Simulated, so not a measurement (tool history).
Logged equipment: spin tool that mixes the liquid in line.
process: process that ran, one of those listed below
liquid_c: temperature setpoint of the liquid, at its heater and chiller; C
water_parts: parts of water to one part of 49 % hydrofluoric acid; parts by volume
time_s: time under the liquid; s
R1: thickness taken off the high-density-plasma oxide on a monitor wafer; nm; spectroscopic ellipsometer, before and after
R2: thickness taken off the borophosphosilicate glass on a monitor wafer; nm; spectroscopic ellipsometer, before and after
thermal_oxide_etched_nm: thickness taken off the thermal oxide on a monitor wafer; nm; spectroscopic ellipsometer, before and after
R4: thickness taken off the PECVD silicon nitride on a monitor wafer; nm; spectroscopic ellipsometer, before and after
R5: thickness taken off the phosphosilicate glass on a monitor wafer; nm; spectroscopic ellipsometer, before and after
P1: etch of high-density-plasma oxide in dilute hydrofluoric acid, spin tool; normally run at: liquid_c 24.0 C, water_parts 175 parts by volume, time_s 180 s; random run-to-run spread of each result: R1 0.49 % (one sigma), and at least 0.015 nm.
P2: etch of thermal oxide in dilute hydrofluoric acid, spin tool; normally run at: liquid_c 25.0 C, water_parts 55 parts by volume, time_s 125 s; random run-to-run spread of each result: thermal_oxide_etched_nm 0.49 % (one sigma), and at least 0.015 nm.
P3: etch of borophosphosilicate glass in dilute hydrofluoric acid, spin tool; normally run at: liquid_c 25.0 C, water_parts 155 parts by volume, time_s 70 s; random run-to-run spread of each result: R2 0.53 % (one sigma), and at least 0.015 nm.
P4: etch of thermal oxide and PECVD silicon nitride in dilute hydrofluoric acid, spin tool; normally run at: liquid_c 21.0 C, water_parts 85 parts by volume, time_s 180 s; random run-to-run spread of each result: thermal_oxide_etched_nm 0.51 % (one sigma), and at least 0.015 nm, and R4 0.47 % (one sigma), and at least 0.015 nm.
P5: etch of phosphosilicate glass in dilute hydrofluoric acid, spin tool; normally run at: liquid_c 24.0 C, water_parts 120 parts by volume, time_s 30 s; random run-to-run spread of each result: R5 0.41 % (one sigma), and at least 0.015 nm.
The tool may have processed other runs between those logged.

{"run": 1, "hour": 2.8, "process": "P1", "liquid_c": 24.0, "water_parts": 175, "time_s": 180, "R1": 5.2418}
{"run": 2, "hour": 7.7, "process": "P3", "liquid_c": 25.0, "water_parts": 155, "time_s": 70, "R2": 23.538}
{"run": 3, "hour": 10.4, "process": "P4", "liquid_c": 21.0, "water_parts": 85, "time_s": 15, "thermal_oxide_etched_nm": 0.75999, "R4": 0.56461}
{"run": 4, "hour": 14.6, "process": "P1", "liquid_c": 24.0, "water_parts": 175, "time_s": 180, "R1": 5.295}
{"run": 5, "hour": 18.2, "process": "P2", "liquid_c": 25.0, "water_parts": 55, "time_s": 125, "thermal_oxide_etched_nm": 12.212}
{"run": 6, "hour": 22.8, "process": "P3", "liquid_c": 25.0, "water_parts": 155, "time_s": 70, "R2": 23.92}
{"run": 7, "hour": 27.4, "process": "P1", "liquid_c": 24.0, "water_parts": 240, "time_s": 180, "R1": 3.5877}
{"run": 8, "hour": 32.3, "process": "P4", "liquid_c": 21.0, "water_parts": 85, "time_s": 180, "thermal_oxide_etched_nm": 9.2619, "R4": 6.6111}
{"run": 9, "hour": 35.2, "process": "P2", "liquid_c": 18.0, "water_parts": 55, "time_s": 125, "thermal_oxide_etched_nm": 9.0828}
{"run": 10, "hour": 40.6, "process": "P2", "liquid_c": 25.0, "water_parts": 20, "time_s": 125, "thermal_oxide_etched_nm": 35.043}
{"run": 11, "hour": 44.4, "process": "P2", "liquid_c": 25.0, "water_parts": 55, "time_s": 190, "thermal_oxide_etched_nm": 18.637}
{"run": 12, "hour": 47.5, "process": "P4", "liquid_c": 17.0, "water_parts": 85, "time_s": 180, "thermal_oxide_etched_nm": 7.8992, "R4": 5.0061}
{"run": 13, "hour": 50.6, "process": "P1", "liquid_c": 19.0, "water_parts": 175, "time_s": 180, "R1": 4.3249}
{"run": 14, "hour": 55.3, "process": "P1", "liquid_c": 24.0, "water_parts": 175, "time_s": 180, "R1": 5.3231}
{"run": 15, "hour": 60.9, "process": "P5", "liquid_c": 24.0, "water_parts": 120, "time_s": 30, "R5": 45.229}
{"run": 16, "hour": 64.3, "process": "P1", "liquid_c": 24.0, "water_parts": 90, "time_s": 280, "R1": 17.448}
{"run": 17, "hour": 69.7, "process": "P1", "liquid_c": 24.0, "water_parts": 175, "time_s": 180, "R1": 5.288}
{"run": 18, "hour": 74.6, "process": "P5", "liquid_c": 24.0, "water_parts": 120, "time_s": 15, "R5": 22.488}
{"run": 19, "hour": 79.2, "process": "P5", "liquid_c": 24.0, "water_parts": 120, "time_s": 30, "R5": 45.265}
{"run": 20, "hour": 84.2, "process": "P1", "liquid_c": 24.0, "water_parts": 175, "time_s": 285, "R1": 8.329}
{"run": 21, "hour": 87.6, "process": "P3", "liquid_c": 17.5, "water_parts": 155, "time_s": 70, "R2": 17.766}
{"run": 22, "hour": 91.9, "process": "P5", "liquid_c": 24.0, "water_parts": 185, "time_s": 30, "R5": 27.036}
{"run": 23, "hour": 95.5, "process": "P1", "liquid_c": 24.0, "water_parts": 175, "time_s": 180, "R1": 5.2585}
{"run": 24, "hour": 98.4, "process": "P1", "liquid_c": 24.0, "water_parts": 175, "time_s": 180, "R1": 5.2886}
{"hour": 98.7, "done": "hydrofluoric acid flow meter replaced"}
{"run": 25, "hour": 101.0, "process": "P3", "liquid_c": 25.0, "water_parts": 60, "time_s": 70, "R2": 68.822}
{"hour": 102.4, "done": "thermometer replaced"}
{"run": 26, "hour": 106.8, "process": "P1", "liquid_c": 32.0, "water_parts": 175, "time_s": 180, "R1": 6.9639}
{"run": 27, "hour": 111.4, "process": "P3", "liquid_c": 25.0, "water_parts": 155, "time_s": 40, "R2": 13.518}
{"run": 28, "hour": 115.2, "process": "P1", "liquid_c": 20.0, "water_parts": 255, "time_s": 180, "R1": 2.922}
{"run": 29, "hour": 119.3, "process": "P5", "liquid_c": 32.0, "water_parts": 120, "time_s": 30, "R5": 61.016}
{"run": 30, "hour": 123.2, "process": "P1", "liquid_c": 24.0, "water_parts": 105, "time_s": 350, "R1": 18.566}
{"run": 31, "hour": 128.8, "process": "P4", "liquid_c": 21.0, "water_parts": 125, "time_s": 180, "thermal_oxide_etched_nm": 6.0285, "R4": 4.4974}
{"run": 32, "hour": 131.6, "process": "P1", "liquid_c": 24.0, "water_parts": 100, "time_s": 180, "R1": 9.9827}
{"run": 33, "hour": 134.7, "process": "P1", "liquid_c": 24.0, "water_parts": 175, "time_s": 85, "R1": 2.4597}
{"run": 34, "hour": 137.4, "process": "P1", "liquid_c": 24.0, "water_parts": 175, "time_s": 180, "R1": 5.223}
{"run": 35, "hour": 140.3, "process": "P1", "liquid_c": 24.0, "water_parts": 175, "time_s": 180, "R1": 5.3356}
{"run": 36, "hour": 145.2, "process": "P1", "liquid_c": 24.0, "water_parts": 175, "time_s": 180, "R1": 5.4717}
{"run": 37, "hour": 149.2, "process": "P1", "liquid_c": 24.0, "water_parts": 175, "time_s": 180, "R1": 5.4617}
{"run": 38, "hour": 152.1, "process": "P1", "liquid_c": 24.0, "water_parts": 175, "time_s": 180, "R1": 5.49}
{"run": 39, "hour": 157.5, "process": "P1", "liquid_c": 24.0, "water_parts": 175, "time_s": 180, "R1": 5.5313}
{"run": 40, "hour": 162.6, "process": "P1", "liquid_c": 24.0, "water_parts": 175, "time_s": 180, "R1": 5.5961}
{"run": 41, "hour": 165.9, "process": "P1", "liquid_c": 24.0, "water_parts": 175, "time_s": 180, "R1": 5.5843}
{"run": 42, "hour": 169.5, "process": "P1", "liquid_c": 24.0, "water_parts": 175, "time_s": 180, "R1": 5.5655}
{"run": 43, "hour": 174.3, "process": "P1", "liquid_c": 24.0, "water_parts": 175, "time_s": 180, "R1": 5.5984}

P1 no longer gives what it gave before; its output has crept away from where it was. The following 2 causes, each at its listed size, fit the log equally well:
A: liquid hotter than its thermometer reads (K) = 1.49
B: hydrofluoric acid flow above the setpoint (%) = 4.78
Creep in the process output first set in at about hour 137.4.

Each of the 4 check runs below uses one wafer; its results are left as question marks. Which run tells the causes apart?
{"run": "check 1", "hour": 179.1, "process": "P3", "liquid_c": 25.0, "water_parts": 155, "time_s": 70, "R2": "?"}
{"run": "check 2", "hour": 179.1, "process": "P4", "liquid_c": 21.0, "water_parts": 85, "time_s": 180, "thermal_oxide_etched_nm": "?", "R4": "?"}
{"run": "check 3", "hour": 179.1, "process": "P2", "liquid_c": 25.0, "water_parts": 55, "time_s": 125, "thermal_oxide_etched_nm": "?"}
{"run": "check 4", "hour": 179.1, "process": "P5", "liquid_c": 24.0, "water_parts": 120, "time_s": 30, "R5": "?"}

What every check run would give for each of its results, assuming each possible cause in turn:
check=check_1 result=R2 if_A=25.005 if_B=24.985
check=check_2 result=thermal_oxide_etched_nm if_A=9.86580 if_B=9.77150
check=check_2 result=R4 if_A=7.28570 if_B=6.89630
check=check_3 result=thermal_oxide_etched_nm if_A=12.95100 if_B=12.82000
check=check_4 result=R5 if_A=47.769 if_B=47.552
Minimum pairwise separation of causes per check, each pair taken at its best-separating result: check 1 0.08 %; check 2 5.49 %; check 3 1.01 %; check 4 0.46 %
Check 2 distinguishes between the causes, while the remaining checks would return nearly the same result for all of them.

Running check 2 produced the following: thermal_oxide_etched_nm 9.77570 nm; R4 6.85020 nm. Which one of the listed causes fits?

Of the candidate causes, it is B: hydrofluoric acid flow above the setpoint (%).
